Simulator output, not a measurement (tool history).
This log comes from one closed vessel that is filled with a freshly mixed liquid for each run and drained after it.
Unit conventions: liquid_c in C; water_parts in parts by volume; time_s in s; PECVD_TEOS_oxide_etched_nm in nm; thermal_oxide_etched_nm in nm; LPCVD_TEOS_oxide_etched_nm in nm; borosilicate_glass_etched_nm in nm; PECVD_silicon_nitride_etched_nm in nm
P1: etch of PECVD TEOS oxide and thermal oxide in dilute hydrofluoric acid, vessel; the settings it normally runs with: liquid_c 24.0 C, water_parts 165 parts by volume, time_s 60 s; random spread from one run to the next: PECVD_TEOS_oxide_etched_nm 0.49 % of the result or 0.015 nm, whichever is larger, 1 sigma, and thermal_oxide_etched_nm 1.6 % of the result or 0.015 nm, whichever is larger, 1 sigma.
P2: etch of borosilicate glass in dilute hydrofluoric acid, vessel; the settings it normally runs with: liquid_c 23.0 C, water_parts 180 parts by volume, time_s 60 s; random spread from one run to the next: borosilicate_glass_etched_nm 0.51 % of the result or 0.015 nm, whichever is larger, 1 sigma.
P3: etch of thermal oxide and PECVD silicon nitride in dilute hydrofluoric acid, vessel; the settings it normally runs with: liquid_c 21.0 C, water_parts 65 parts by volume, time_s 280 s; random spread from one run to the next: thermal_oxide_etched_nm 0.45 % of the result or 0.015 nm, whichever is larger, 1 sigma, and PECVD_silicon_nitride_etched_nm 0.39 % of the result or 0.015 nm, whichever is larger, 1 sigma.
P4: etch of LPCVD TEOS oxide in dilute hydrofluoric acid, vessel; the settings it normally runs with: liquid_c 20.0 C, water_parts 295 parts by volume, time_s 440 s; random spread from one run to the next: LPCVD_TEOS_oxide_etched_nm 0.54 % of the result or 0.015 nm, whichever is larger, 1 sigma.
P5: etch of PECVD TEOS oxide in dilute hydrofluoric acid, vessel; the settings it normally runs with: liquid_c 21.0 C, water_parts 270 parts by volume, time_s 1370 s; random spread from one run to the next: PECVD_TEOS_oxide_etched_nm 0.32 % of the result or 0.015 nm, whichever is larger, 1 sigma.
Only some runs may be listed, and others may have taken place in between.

run   hour  process  liquid_c  water_parts  time_s  PECVD_TEOS_oxide_etched_nm  thermal_oxide_etched_nm  LPCVD_TEOS_oxide_etched_nm  borosilicate_glass_etched_nm  PECVD_silicon_nitride_etched_nm
  1    3.7       P1      24.0          165      60                      9.2951                  1.51130
  2    6.8       P5      21.0          270     660                     28.0360
  3    9.9       P1      24.0          165      30                      4.6587                  0.73422
  4   12.8       P1      18.0          165      60                      7.2703                  1.12610
  5   18.7       P4      20.0          135     440                                                                          138.320
  6   22.6       P2      23.0           50      60                                                                                                         50.748
  7   26.1       P3      17.0           65     280                                             16.23600                                                                                     5.6327
  8   29.1       P1      24.0           50      60                     35.0870                  5.55430
  9   33.3       P3      21.0           65     280                                             19.51000                                                                                     7.2759
 10   38.2       P1      24.0          165      60                      9.3020                  1.45370
 11   42.0       P4      24.5          295     440                                                                           63.576
 12   46.7       P1      24.0          165      60                      9.3206                  1.47270
 13   49.7       P1      24.0          165      60                      9.2866                  1.44580
 14   55.2       P5      21.0          270    1370                     58.4800
 15   60.4       P3      21.0           40     280                                             32.18800                                                                                    11.8070
 16   65.8       P1      24.0          165      60                      9.3592                  1.47130
 17   70.8       P2      23.0          180      60                                                                                                         12.152
 18   76.0       P4      20.0          295     440                                                                           53.531
 19   80.8       P1      24.0          165      95                     14.6200                  2.33540
 20   84.8       P3      21.0           65     540                                             37.25700                                                                                    14.1800
 21   89.9       P1      24.0          165      60                      9.2492                  1.41420
 22   94.9       P1      27.0          230      60                      6.9067                  1.07840
 23  100.1       P5      25.5          270    1370                     68.6500
 24  105.1       P2      28.0          180      60                                                                                                         14.501
 25  111.3       P1      24.0          165      60                      9.3066                  1.43120
 26  116.2       P5      21.0          120    1370                    153.8300
 27  122.0       P1      32.0          165      60                     12.3760                  1.98150
 28  124.8       P1      24.0          280      60                      4.8441                  0.79810
 29  127.8       P4      20.0          295     700                                                                           85.237
 30  133.8       P2      23.0          180     110                                                                                                         22.084
 31  138.0       P1      24.0          165      60                      9.2538                  1.49170
 32  143.4       P1      24.0          165      60                      9.6301                  1.46710
 33  147.1       P1      24.0          165      60                      9.7094                  1.52550
 34  151.3       P1      24.0          165      60                      9.7510                  1.54530
 35  156.0       P1      24.0          165      60                      9.8558                  1.57280
 36  160.4       P1      24.0          165      60                      9.9733                  1.54230
 37  163.4       P1      24.0          165      60                      9.8992                  1.55050
 38  168.3       P1      24.0          165      60                      9.8416                  1.55740

The output of P1 has drifted from where it used to be. Each of the 2 causes below, taken at the size shown beside it, accounts for the log equally well:
A: hydrofluoric acid flow above the setpoint (%) = 5.3
B: liquid hotter than its thermometer reads (K) = 1.63
The creep began at about hour 138.0.

4 check runs are offered, one wafer each, their results left as question marks. Which one tells the causes apart?
check 1  173.2       P2      23.0          180      60                                                                                                              ?
check 2  173.2       P5      21.0          270    1370                           ?
check 3  173.2       P3      21.0           65     280                                                    ?                                                                                          ?
check 4  173.2       P4      20.0          295     440                                                                                ?

Expected result of each check under each candidate cause:
  check                           result      if A      if B
check 1     borosilicate_glass_etched_nm    12.848    12.844
check 2       PECVD_TEOS_oxide_etched_nm   62.5800   62.2510
check 3          thermal_oxide_etched_nm  20.40600  20.65100
check 3  PECVD_silicon_nitride_etched_nm    7.7428    8.2263
check 4       LPCVD_TEOS_oxide_etched_nm    57.555    57.213
Distance between the nearest two causes, measured in the result of the check that separates them most: check 1 0.03 %; check 2 0.53 %; check 3 6.06 %; check 4 0.6 %
Only check 3 tells the causes apart: in the others they would give nearly the same result.

Here is what check 3 returned: thermal_oxide_etched_nm 20.59400 nm; PECVD_silicon_nitride_etched_nm 8.3060 nm. Which cause is it?

The correct cause is B, namely: liquid hotter than its thermometer reads (K).
